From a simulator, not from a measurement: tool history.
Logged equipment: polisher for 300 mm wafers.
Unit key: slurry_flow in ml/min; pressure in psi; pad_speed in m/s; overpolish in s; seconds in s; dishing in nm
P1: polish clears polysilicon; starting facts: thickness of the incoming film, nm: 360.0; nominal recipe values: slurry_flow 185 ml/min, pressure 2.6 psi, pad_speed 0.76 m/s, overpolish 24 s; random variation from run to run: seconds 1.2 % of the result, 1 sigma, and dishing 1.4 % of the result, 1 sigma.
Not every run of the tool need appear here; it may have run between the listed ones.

run,hour,slurry_flow,pressure,pad_speed,overpolish,wafers polished on this pad,hours since the slurry nozzle was cleaned,hours since the head pressure was calibrated,seconds,dishing
1,3.1,185,2.6,0.76,24,650,124.5,221.1,39.793,47.23
2,7.7,185,2.6,1.08,24,686,129.1,225.7,28.136,48.903
3,12.8,185,1.2,0.76,24,725,134.2,230.8,85.084,41.817
4,16.8,185,3.8,0.76,7,756,138.2,234.8,27.07,40.709
5,20.4,185,2.6,0.76,45,784,141.8,238.4,39.002,48.367
6,23.8,185,2.6,0.76,24,810,145.2,241.8,38.673,47.292
7,26.4,185,2.6,0.76,24,830,147.8,244.4,39.049,46.596
8,31.7,185,2.6,0.76,7,871,153.1,249.7,40.232,35.049
9,36.5,185,4.1,0.76,24,908,157.9,254.5,25.399,48.431
10,41.6,295,2.6,0.76,24,948,163,259.6,36.895,48.2
11,44.5,110,2.6,0.76,24,970,165.9,262.5,43.3,47.685
12,47.4,185,2.6,0.76,24,993,168.8,265.4,38.92,47.324
13,51.6,125,2.6,0.76,7,1025,173,269.6,42.201,33.853
14,56.3,185,1.3,0.76,7,1061,177.7,274.3,78.771,22.952
15,60.7,185,2.6,0.76,24,1095,182.1,278.7,39.752,48.514
16,64.1,185,2.6,0.44,24,1122,185.5,282.1,69.209,45.721
17,67.8,185,2.6,0.76,24,1150,189.2,285.8,38.681,46.991
18,72.4,185,2.6,0.76,24,1186,193.8,290.4,41.491,47.741
19,75,185,2.6,0.76,24,1206,196.4,293,40.962,47.196
20,78.3,185,2.6,0.76,24,1231,199.7,296.3,41.902,47.03
21,82.3,185,2.6,0.76,24,1262,203.7,300.3,42.058,47.164
# hour 84.9: head pressure recalibrated
22,87.6,185,2.6,0.76,24,1303,209,2.7,43.528,47.744
23,90.1,185,2.6,0.76,24,1323,211.5,5.2,42.713,47.764
24,92.8,185,2.6,0.76,24,1344,214.2,7.9,43.706,48.674

Compared with where it was, what P1 gives has crept away. Each cause listed below fits the log as well as the rest, at the size given for it:
A: slurry flow missing at the pad, % = 37.7
B: removal rate lost through wear of the pad, % = 8.07
The process output started creeping at around hour 67.8.
What rules out each remaining cause:
head's pressure below its setpoint, %: serviced after onset, at hour 84.9, with no recovery of the prior output

The 4 check runs listed below each average the results of 3 wafers, and their outcomes are marked with question marks. Under which run would the listed causes produce clearly different results?
check 1,95.5,185,1.4,0.76,24,,,,?,?
check 2,95.5,185,3.9,0.46,24,,,,?,?
check 3,95.5,185,3.7,0.76,24,,,,?,?
check 4,95.5,110,2.6,0.76,24,,,,?,?

Outcome of each check run for each possible cause:
check,result,if A,if B
check 1,seconds,79.58,79.591
check 1,dishing,42.888,42.886
check 2,seconds,47.198,47.205
check 2,dishing,47.097,47.096
check 3,seconds,30.111,30.116
check 3,dishing,48.155,48.155
check 4,seconds,49.49,47.1
check 4,dishing,46.872,47.106
How far apart the two closest causes lie, in the result that separates them most: check 1 0.01 %; check 2 0.01 %; check 3 0.01 %; check 4 4.95 %
Check 4 distinguishes between the causes, while the remaining checks would return nearly the same result for all of them.

After running check 4, the following was obtained: seconds 47.044 s; dishing 47.529 nm. Which cause does this point to?

B is the cause: removal rate lost through wear of the pad, %.
